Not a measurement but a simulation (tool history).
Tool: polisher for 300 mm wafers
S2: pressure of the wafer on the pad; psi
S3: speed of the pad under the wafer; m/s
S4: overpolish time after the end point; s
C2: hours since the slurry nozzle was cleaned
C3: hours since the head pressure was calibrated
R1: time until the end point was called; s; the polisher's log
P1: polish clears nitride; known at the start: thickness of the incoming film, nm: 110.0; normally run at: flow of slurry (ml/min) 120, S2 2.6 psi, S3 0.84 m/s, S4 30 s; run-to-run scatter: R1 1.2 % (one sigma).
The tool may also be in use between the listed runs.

Run 1, hour 10.3: flow of slurry (ml/min) 120, S2 2.6 psi, S3 0.84 m/s, S4 30 s; wafers polished on this pad 523; C2 493.0; C3 229.4. Result: R1 134.370 s.
Run 2, hour 25.5: flow of slurry (ml/min) 120, S2 2.6 psi, S3 1.30 m/s, S4 30 s; wafers polished on this pad 594; C2 508.2; C3 244.6. Result: R1 87.956 s.
Run 3, hour 33.8: flow of slurry (ml/min) 180, S2 2.6 psi, S3 0.84 m/s, S4 30 s; wafers polished on this pad 633; C2 516.5; C3 252.9. Result: R1 123.050 s.
Run 4, hour 50.5: flow of slurry (ml/min) 70, S2 2.6 psi, S3 0.84 m/s, S4 12 s; wafers polished on this pad 712; C2 533.2; C3 269.6. Result: R1 156.570 s.
Run 5, hour 65.9: flow of slurry (ml/min) 120, S2 2.6 psi, S3 0.84 m/s, S4 30 s; wafers polished on this pad 784; C2 548.6; C3 285.0. Result: R1 133.630 s.
Run 6, hour 75.7: flow of slurry (ml/min) 120, S2 2.6 psi, S3 0.84 m/s, S4 30 s; wafers polished on this pad 830; C2 558.4; C3 294.8. Result: R1 136.530 s.
Run 7, hour 90.6: flow of slurry (ml/min) 120, S2 2.6 psi, S3 0.84 m/s, S4 30 s; wafers polished on this pad 901; C2 573.3; C3 309.7. Result: R1 138.380 s.
Run 8, hour 104.3: flow of slurry (ml/min) 120, S2 4.1 psi, S3 0.84 m/s, S4 30 s; wafers polished on this pad 965; C2 587.0; C3 323.4. Result: R1 85.073 s.
Run 9, hour 117.6: flow of slurry (ml/min) 120, S2 2.6 psi, S3 0.84 m/s, S4 30 s; wafers polished on this pad 1027; C2 600.3; C3 336.7. Result: R1 134.380 s.
Run 10, hour 129.1: flow of slurry (ml/min) 120, S2 2.6 psi, S3 0.50 m/s, S4 30 s; wafers polished on this pad 1082; C2 611.8; C3 348.2. Result: R1 229.440 s.
Run 11, hour 144.4: flow of slurry (ml/min) 120, S2 1.3 psi, S3 0.84 m/s, S4 30 s; wafers polished on this pad 1153; C2 627.1; C3 363.5. Result: R1 265.510 s.
Run 12, hour 161.5: flow of slurry (ml/min) 120, S2 2.6 psi, S3 0.84 m/s, S4 11 s; wafers polished on this pad 1234; C2 644.2; C3 380.6. Result: R1 138.020 s.
Run 13, hour 170.6: flow of slurry (ml/min) 120, S2 2.6 psi, S3 0.84 m/s, S4 30 s; wafers polished on this pad 1277; C2 653.3; C3 389.7. Result: R1 137.650 s.
Run 14, hour 184.3: flow of slurry (ml/min) 85, S2 2.6 psi, S3 0.84 m/s, S4 13 s; wafers polished on this pad 1341; C2 667.0; C3 403.4. Result: R1 147.580 s.
Run 15, hour 195.6: flow of slurry (ml/min) 70, S2 2.6 psi, S3 0.84 m/s, S4 30 s; wafers polished on this pad 1394; C2 678.3; C3 414.7. Result: R1 154.750 s.
Run 16, hour 208.2: flow of slurry (ml/min) 120, S2 2.6 psi, S3 0.84 m/s, S4 56 s; wafers polished on this pad 1453; C2 690.9; C3 427.3. Result: R1 135.440 s.
Run 17, hour 220.5: flow of slurry (ml/min) 120, S2 2.6 psi, S3 0.84 m/s, S4 30 s; wafers polished on this pad 1511; C2 703.2; C3 439.6. Result: R1 136.450 s.
Run 18, hour 234.2: flow of slurry (ml/min) 120, S2 2.6 psi, S3 0.84 m/s, S4 30 s; wafers polished on this pad 1576; C2 716.9; C3 453.3. Result: R1 143.240 s.
Run 19, hour 243.4: flow of slurry (ml/min) 120, S2 2.6 psi, S3 0.84 m/s, S4 30 s; wafers polished on this pad 1619; C2 726.1; C3 462.5. Result: R1 143.890 s.
Run 20, hour 257.2: flow of slurry (ml/min) 120, S2 2.6 psi, S3 0.84 m/s, S4 30 s; wafers polished on this pad 1684; C2 739.9; C3 476.3. Result: R1 149.730 s.

The next listed run, before its measurement:
At hour 270.2: head pressure recalibrated.
Run 21, hour 271.4: flow of slurry (ml/min) 120, S2 2.6 psi, S3 0.84 m/s, S4 30 s; wafers polished on this pad 1751; C2 754.1; C3 1.3. Result: R1 ?.

R1: 152.000 s
